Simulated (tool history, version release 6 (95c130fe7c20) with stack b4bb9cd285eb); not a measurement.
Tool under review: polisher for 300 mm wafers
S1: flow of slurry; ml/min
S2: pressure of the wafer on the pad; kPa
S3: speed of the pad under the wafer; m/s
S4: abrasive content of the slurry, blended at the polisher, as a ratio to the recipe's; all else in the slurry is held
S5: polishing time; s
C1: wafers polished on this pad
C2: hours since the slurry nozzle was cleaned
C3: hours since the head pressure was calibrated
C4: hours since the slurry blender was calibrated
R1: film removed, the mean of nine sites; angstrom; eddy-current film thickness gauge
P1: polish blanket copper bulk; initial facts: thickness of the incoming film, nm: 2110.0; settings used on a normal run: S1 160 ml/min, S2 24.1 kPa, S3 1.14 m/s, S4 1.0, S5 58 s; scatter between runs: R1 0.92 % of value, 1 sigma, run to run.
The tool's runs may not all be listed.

| run | hour | S1 | S2 | S3 | S4 | S5 | C1 | C2 | C3 | C4 | R1 |
|---|---|---|---|---|---|---|---|---|---|---|---|
| 1 | 2.1 | 160 | 24.1 | 1.14 | 1.0 | 58 | 604 | 240.9 | 490.5 | 88.4 | 7338.6 |
| 2 | 5.0 | 160 | 24.1 | 1.80 | 1.0 | 58 | 644 | 243.8 | 493.4 | 91.3 | 11520.0 |
|  | 7.0 | head pressure recalibrated |
| 3 | 8.2 | 160 | 24.1 | 1.14 | 1.0 | 80 | 688 | 247.0 | 1.2 | 94.5 | 10071.0 |
| 4 | 12.1 | 160 | 24.1 | 1.14 | 1.5 | 58 | 742 | 250.9 | 5.1 | 98.4 | 7910.1 |
| 5 | 14.3 | 160 | 24.1 | 1.14 | 1.0 | 58 | 772 | 253.1 | 7.3 | 100.6 | 7292.3 |
| 6 | 18.0 | 250 | 24.1 | 1.14 | 1.0 | 58 | 823 | 256.8 | 11.0 | 104.3 | 7899.9 |
| 7 | 22.0 | 160 | 34.5 | 1.14 | 1.0 | 58 | 878 | 260.8 | 15.0 | 108.3 | 10380.0 |
| 8 | 24.3 | 160 | 24.1 | 1.14 | 1.0 | 38 | 909 | 263.1 | 17.3 | 110.6 | 4770.6 |
| 9 | 28.3 | 95 | 24.1 | 1.14 | 1.0 | 58 | 964 | 267.1 | 21.3 | 114.6 | 6609.4 |
| 10 | 32.8 | 160 | 13.8 | 1.14 | 1.0 | 58 | 1026 | 271.6 | 25.8 | 119.1 | 4109.9 |
| 11 | 36.6 | 160 | 24.1 | 1.14 | 1.0 | 58 | 1079 | 275.4 | 29.6 | 122.9 | 7351.2 |
| 12 | 40.4 | 160 | 24.1 | 1.14 | 1.0 | 58 | 1131 | 279.2 | 33.4 | 126.7 | 7405.4 |
| 13 | 44.1 | 160 | 24.1 | 1.14 | 1.2 | 39 | 1182 | 282.9 | 37.1 | 130.4 | 5052.6 |
| 14 | 47.0 | 160 | 24.1 | 1.14 | 0.7 | 58 | 1222 | 285.8 | 40.0 | 133.3 | 6782.4 |
| 15 | 49.2 | 160 | 24.1 | 0.72 | 1.0 | 58 | 1252 | 288.0 | 42.2 | 135.5 | 4606.7 |
| 16 | 52.0 | 160 | 24.1 | 1.14 | 1.0 | 58 | 1290 | 290.8 | 45.0 | 138.3 | 7181.9 |
| 17 | 55.7 | 160 | 24.1 | 1.14 | 1.0 | 58 | 1341 | 294.5 | 48.7 | 142.0 | 7082.1 |
| 18 | 59.7 | 160 | 24.1 | 1.14 | 1.0 | 58 | 1396 | 298.5 | 52.7 | 146.0 | 7046.8 |
| 19 | 64.0 | 160 | 24.1 | 1.14 | 1.0 | 58 | 1455 | 302.8 | 57.0 | 150.3 | 6851.0 |

Expected results for the next run?
| 20 | 66.1 | 160 | 24.1 | 1.14 | 1.0 | 58 | 1484 | 304.9 | 59.1 | 152.4 | ? |

{"run 20": {"R1": 6818.9}}

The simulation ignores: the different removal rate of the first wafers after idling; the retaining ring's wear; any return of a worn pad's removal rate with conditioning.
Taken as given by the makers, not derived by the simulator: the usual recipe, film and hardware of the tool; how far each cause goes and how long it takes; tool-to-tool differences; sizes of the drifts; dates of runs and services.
